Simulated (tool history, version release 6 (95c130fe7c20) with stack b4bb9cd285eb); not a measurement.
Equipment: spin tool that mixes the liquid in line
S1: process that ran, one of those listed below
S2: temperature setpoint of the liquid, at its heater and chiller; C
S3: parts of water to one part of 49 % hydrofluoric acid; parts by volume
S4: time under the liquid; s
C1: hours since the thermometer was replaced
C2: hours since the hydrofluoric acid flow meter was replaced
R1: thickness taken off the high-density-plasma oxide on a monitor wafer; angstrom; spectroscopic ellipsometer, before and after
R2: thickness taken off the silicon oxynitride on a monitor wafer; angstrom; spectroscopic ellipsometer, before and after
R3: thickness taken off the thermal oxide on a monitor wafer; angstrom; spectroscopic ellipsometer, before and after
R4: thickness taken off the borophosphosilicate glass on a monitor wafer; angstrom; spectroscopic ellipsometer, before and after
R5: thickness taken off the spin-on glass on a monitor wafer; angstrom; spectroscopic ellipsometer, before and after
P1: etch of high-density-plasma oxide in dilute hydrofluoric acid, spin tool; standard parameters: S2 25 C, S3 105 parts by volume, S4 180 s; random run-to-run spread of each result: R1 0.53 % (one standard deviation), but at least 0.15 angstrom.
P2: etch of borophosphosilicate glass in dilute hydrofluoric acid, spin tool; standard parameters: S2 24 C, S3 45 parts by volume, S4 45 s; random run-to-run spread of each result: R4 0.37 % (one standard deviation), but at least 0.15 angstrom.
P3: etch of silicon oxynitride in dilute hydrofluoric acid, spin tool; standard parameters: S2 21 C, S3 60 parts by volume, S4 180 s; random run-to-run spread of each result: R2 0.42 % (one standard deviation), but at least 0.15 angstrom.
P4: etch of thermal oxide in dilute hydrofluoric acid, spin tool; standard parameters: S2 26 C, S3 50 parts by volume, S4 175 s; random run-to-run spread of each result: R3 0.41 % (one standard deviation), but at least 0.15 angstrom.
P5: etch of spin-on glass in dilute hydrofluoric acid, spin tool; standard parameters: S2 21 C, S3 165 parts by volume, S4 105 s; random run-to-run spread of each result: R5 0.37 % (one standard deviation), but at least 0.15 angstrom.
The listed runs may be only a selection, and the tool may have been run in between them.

| run | hour | S1 | S2 | S3 | S4 | C1 | C2 | R1 | R2 | R3 | R4 | R5 |
|---|---|---|---|---|---|---|---|---|---|---|---|---|
| 1 | 6.4 | P1 | 25 | 105 | 180 | 498.6 | 281.7 | 133.16 |  |  |  |  |
| 2 | 16.2 | P3 | 21 | 60 | 25 | 508.4 | 291.5 |  | 8.0143 |  |  |  |
| 3 | 22.3 | P3 | 21 | 60 | 180 | 514.5 | 297.6 |  | 59.2 |  |  |  |
| 4 | 34.4 | P1 | 20.5 | 105 | 180 | 526.6 | 309.7 | 111.06 |  |  |  |  |
|  | 37.5 | thermometer replaced |
| 5 | 43.9 | P1 | 25 | 105 | 180 | 6.4 | 319.2 | 132.09 |  |  |  |  |
| 6 | 49.5 | P4 | 26 | 50 | 175 | 12 | 324.8 |  |  | 180.7 |  |  |
| 7 | 56.5 | P2 | 24 | 75 | 45 | 19 | 331.8 |  |  |  | 331.58 |  |
| 8 | 68.6 | P5 | 21 | 165 | 105 | 31.1 | 343.9 |  |  |  |  | 166.48 |
|  | 75.8 | hydrofluoric acid flow meter replaced |
| 9 | 75.8 | P1 | 25 | 105 | 180 | 38.3 | 0.1 | 134.38 |  |  |  |  |
| 10 | 82.3 | P1 | 25 | 105 | 295 | 44.8 | 6.6 | 219.42 |  |  |  |  |
| 11 | 91 | P5 | 21 | 165 | 105 | 53.5 | 15.3 |  |  |  |  | 167.31 |
| 12 | 97.9 | P1 | 25 | 105 | 180 | 60.4 | 22.2 | 132.88 |  |  |  |  |
| 13 | 104.4 | P3 | 21 | 60 | 180 | 66.9 | 28.7 |  | 59.163 |  |  |  |
| 14 | 113.5 | P1 | 31.5 | 60 | 180 | 76 | 37.8 | 318.44 |  |  |  |  |
| 15 | 119.1 | P1 | 32.5 | 105 | 180 | 81.6 | 43.4 | 177.63 |  |  |  |  |
| 16 | 126.9 | P2 | 31 | 45 | 45 | 89.4 | 51.2 |  |  |  | 759.73 |  |
| 17 | 135.7 | P1 | 25 | 105 | 180 | 98.2 | 60 | 135.31 |  |  |  |  |
| 18 | 148.3 | P5 | 21 | 80 | 105 | 110.8 | 72.6 |  |  |  |  | 382.07 |
| 19 | 156.3 | P5 | 27.5 | 165 | 105 | 118.8 | 80.6 |  |  |  |  | 213.26 |
| 20 | 163 | P4 | 26 | 50 | 305 | 125.5 | 87.3 |  |  | 316.44 |  |  |
| 21 | 172.7 | P4 | 33 | 50 | 175 | 135.2 | 97 |  |  | 239.2 |  |  |
| 22 | 182.4 | P2 | 24 | 45 | 45 | 144.9 | 106.7 |  |  |  | 579.98 |  |
| 23 | 192.9 | P4 | 26 | 20 | 175 | 155.4 | 117.2 |  |  | 473.12 |  |  |
| 24 | 201.1 | P1 | 25 | 145 | 180 | 163.6 | 125.4 | 91.357 |  |  |  |  |
| 25 | 209.5 | P5 | 21 | 165 | 190 | 172 | 133.8 |  |  |  |  | 302.71 |
| 26 | 217.5 | P1 | 29.5 | 105 | 30 | 180 | 141.8 | 26.515 |  |  |  |  |
| 27 | 225.9 | P3 | 26.5 | 60 | 180 | 188.4 | 150.2 |  | 76.416 |  |  |  |
| 28 | 235.3 | P1 | 25 | 20 | 180 | 197.8 | 159.6 | 782.54 |  |  |  |  |
| 29 | 244 | P1 | 21.5 | 60 | 180 | 206.5 | 168.3 | 213.77 |  |  |  |  |
| 30 | 254.7 | P3 | 21 | 25 | 180 | 217.2 | 179 |  | 145.31 |  |  |  |
| 31 | 263.3 | P1 | 25 | 105 | 15 | 225.8 | 187.6 | 11.196 |  |  |  |  |
| 32 | 270.5 | P2 | 24 | 45 | 15 | 233 | 194.8 |  |  |  | 190.56 |  |
| 33 | 283.2 | P1 | 25 | 105 | 180 | 245.7 | 207.5 | 133.66 |  |  |  |  |
| 34 | 291.6 | P1 | 25 | 105 | 180 | 254.1 | 215.9 | 129.03 |  |  |  |  |
| 35 | 300.1 | P1 | 25 | 105 | 180 | 262.6 | 224.4 | 126.53 |  |  |  |  |
| 36 | 308.8 | P1 | 25 | 105 | 180 | 271.3 | 233.1 | 124.98 |  |  |  |  |

Estimate the outcome of run 37 from the log above:
| 37 | 316.7 | P1 | 25 | 105 | 180 | 279.2 | 241 | ? |  |  |  |  |

Run 37 gave R1 124.45 angstrom.
